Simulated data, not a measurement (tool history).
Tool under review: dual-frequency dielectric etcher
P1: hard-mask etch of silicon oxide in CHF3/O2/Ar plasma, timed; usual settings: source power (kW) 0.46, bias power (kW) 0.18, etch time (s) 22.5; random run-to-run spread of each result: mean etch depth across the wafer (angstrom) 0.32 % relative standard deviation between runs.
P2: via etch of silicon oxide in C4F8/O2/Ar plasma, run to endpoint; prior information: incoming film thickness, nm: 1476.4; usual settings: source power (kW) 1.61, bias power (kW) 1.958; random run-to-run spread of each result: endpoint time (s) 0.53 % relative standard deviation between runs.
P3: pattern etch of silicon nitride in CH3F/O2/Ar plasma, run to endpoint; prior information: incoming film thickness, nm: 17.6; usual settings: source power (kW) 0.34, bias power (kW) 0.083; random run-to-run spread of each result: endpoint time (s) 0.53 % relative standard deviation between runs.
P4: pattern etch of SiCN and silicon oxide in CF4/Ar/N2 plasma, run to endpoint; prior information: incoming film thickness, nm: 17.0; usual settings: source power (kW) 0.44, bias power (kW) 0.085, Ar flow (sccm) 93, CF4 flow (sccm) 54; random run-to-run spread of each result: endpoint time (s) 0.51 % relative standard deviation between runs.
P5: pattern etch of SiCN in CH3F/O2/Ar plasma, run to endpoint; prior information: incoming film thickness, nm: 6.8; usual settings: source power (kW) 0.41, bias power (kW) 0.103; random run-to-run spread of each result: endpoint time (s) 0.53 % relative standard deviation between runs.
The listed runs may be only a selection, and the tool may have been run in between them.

run    day  process that ran  source power (kW)  bias power (kW)  etch time (s)  Ar flow (sccm)  CF4 flow (sccm)  mean etch depth across the wafer (angstrom)  endpoint time (s)
  1  0.117                P1               0.46             0.18           22.5                                                                        401.24
  2  0.258                P4               0.44            0.085                             93               73                                                          18.929
  3  0.412                P4               0.44            0.085                             57               54                                                          18.556
  4  0.542                P1               0.46            0.137           22.5                                                                         367.8
  5  0.671                P2                  1            1.958                                                                                                          385.71
  6  0.792                P4               0.59            0.085                             93               54                                                          15.287
  7  0.958                P1               0.46             0.18           22.5                                                                         402.2
  8  1.112                P1               0.34             0.18             17                                                                         270.4
  9  1.217                P1               0.46             0.18           12.5                                                                        223.15
 10  1.342                P5               0.26            0.103                                                                                                          18.822
 11  1.429                P3               0.34            0.067                                                                                                          28.322
 12  1.529                P1               0.46             0.18             29                                                                        517.24
 13   1.65                P2               1.61            1.958                                                                                                          316.83
 14  1.746                P1               0.66             0.18           22.5                                                                        460.91
 15  1.858                P3               0.34            0.083                                                                                                          26.249
 16  2.025                P3               0.42            0.083                                                                                                           24.26
 17    2.2                P1               0.46             0.18           22.5                                                                        400.21
 18  2.358                P1               0.46             0.18           22.5                                                                        399.67
 19   2.45                P5               0.41            0.103                                                                                                          15.815
 20  2.596                P4               0.44            0.085                             93               54                                                          19.841
 21  2.675                P5               0.41            0.083                                                                                                          17.199
 22  2.775                P5               0.41            0.103                                                                                                          15.746
 23  2.854                P1               0.46             0.18           22.5                                                                        402.35
 24  3.017                P4               0.44            0.064                             93               54                                                          21.698
 25  3.108                P1               0.28             0.18           22.5                                                                        331.95
 26  3.267                P1               0.46            0.225           22.5                                                                        433.47
 27  3.404                P4               0.44            0.085                             93               54                                                          19.687
 28  3.492                P1               0.46             0.18           22.5                                                                        401.41
 29  3.612                P2               1.61            1.463                                                                                                          344.52
 30  3.688                P1               0.46             0.18           22.5                                                                        400.71
 31  3.838                P1               0.46             0.18           22.5                                                                        404.69
 32  3.954                P1               0.46             0.18           22.5                                                                         407.6
 33    4.1                P1               0.46             0.18           22.5                                                                        408.48
     4.179  -- wet clean of the chamber
 34  4.271                P1               0.46             0.18           22.5                                                                        405.89
 35  4.367                P1               0.46             0.18           22.5                                                                        408.67
 36  4.462                P1               0.46             0.18           22.5                                                                        408.92

P1 has crept away from where it was. The log is fitted equally well by each of these 2 causes, at the sizes shown:
A: bias power that arrives over what is set, % = 4.77
B: source power that arrives over what is set, % = 4.3
The process output started creeping at around day 3.688.
Ruled out, with reasons:
chamber walls in a state that raises the etch rate, %: serviced at day 4.179, after the change had begun; the process did not return to its earlier output

The 4 check runs listed below each average the results of 5 wafers, and their outcomes are marked with question marks. Under which run would the listed causes produce clearly different results?
check 1  4.558                P3               0.34            0.083                                                                                                               ?
check 2  4.558                P4               0.44            0.085                             93               54                                                               ?
check 3  4.558                P2               1.61            1.958                                                                                                               ?
check 4  4.558                P5               0.41            0.103                                                                                                               ?

Outcome of each check run for each possible cause:
  check             result    if A    if B
check 1  endpoint time (s)   25.69  25.715
check 2  endpoint time (s)  19.411  19.026
check 3  endpoint time (s)  312.88  311.88
check 4  endpoint time (s)  15.597  15.631
Separation of the two closest causes in each check, using whichever result separates them best: check 1 0.1 %; check 2 2 %; check 3 0.32 %; check 4 0.22 %
Only in check 2 would the causes give clearly different results; in the remaining checks their results would be nearly the same.

Check 2 was carried out, with these results: endpoint time (s) 19.411. Which of the listed causes is responsible?

The correct cause is A, namely: bias power that arrives over what is set, %.
